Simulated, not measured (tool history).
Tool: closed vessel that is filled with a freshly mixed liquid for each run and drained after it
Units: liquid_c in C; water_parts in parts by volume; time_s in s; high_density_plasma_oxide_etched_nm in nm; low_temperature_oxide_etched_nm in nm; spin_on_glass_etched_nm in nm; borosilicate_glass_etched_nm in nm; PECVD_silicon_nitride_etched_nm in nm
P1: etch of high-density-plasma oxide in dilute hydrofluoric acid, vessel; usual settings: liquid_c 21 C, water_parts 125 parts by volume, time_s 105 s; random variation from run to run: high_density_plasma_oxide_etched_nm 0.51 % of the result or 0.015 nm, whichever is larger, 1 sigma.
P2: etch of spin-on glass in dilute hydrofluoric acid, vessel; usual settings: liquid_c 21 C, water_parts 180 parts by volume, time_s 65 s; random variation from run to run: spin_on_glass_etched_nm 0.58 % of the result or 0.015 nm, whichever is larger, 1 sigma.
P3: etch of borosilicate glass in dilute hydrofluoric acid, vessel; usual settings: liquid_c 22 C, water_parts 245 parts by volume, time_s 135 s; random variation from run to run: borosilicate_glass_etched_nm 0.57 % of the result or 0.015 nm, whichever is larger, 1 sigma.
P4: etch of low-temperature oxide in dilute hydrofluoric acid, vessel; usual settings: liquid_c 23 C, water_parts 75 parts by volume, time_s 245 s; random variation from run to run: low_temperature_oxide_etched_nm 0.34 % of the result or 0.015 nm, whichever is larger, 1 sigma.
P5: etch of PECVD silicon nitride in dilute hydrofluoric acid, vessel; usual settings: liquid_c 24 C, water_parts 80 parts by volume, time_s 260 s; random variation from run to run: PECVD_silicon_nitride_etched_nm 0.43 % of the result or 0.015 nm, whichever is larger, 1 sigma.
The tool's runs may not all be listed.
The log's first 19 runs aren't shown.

run    day  process  liquid_c  water_parts  time_s  high_density_plasma_oxide_etched_nm  low_temperature_oxide_etched_nm  spin_on_glass_etched_nm  borosilicate_glass_etched_nm  PECVD_silicon_nitride_etched_nm
 20  3.204       P5        24           80     260                                                                                                                                                        13.315
 21  3.346       P2        21          180      30                                                                                         3.9304
 22  3.488       P3        17          245     135                                                                                                                       10.197
 23  3.667       P2        21           30      65                                                                                         60.594
 24  3.788       P4        23           75     435                                                                58.916
 25  3.888       P1        21           65     105                               8.7505
 26  4.033       P1      17.5          125      30                               1.0419
 27  4.146       P2        21          180      65                                                                                         8.4595
 28  4.362       P1        21          125     165                               6.6007
 29  4.525       P5      19.5           80     260                                                                                                                                                        9.7807
 30  4.625       P1        21          125     105                               4.2216
 31  4.738       P5        24          140     260                                                                                                                                                        7.7618
 32    4.9       P1        21          125     105                               4.1671
 33  5.079       P1        21          125     105                               4.4004
 34  5.258       P1        21          125     105                               4.4598
 35  5.404       P1        21          125     105                               4.4908
 36    5.6       P1        21          125     105                               4.5369

The next listed run, before its measurement:
 37  5.783       P1        21          125     105                                    ?

Run 37 gave high_density_plasma_oxide_etched_nm 4.5432 nm.
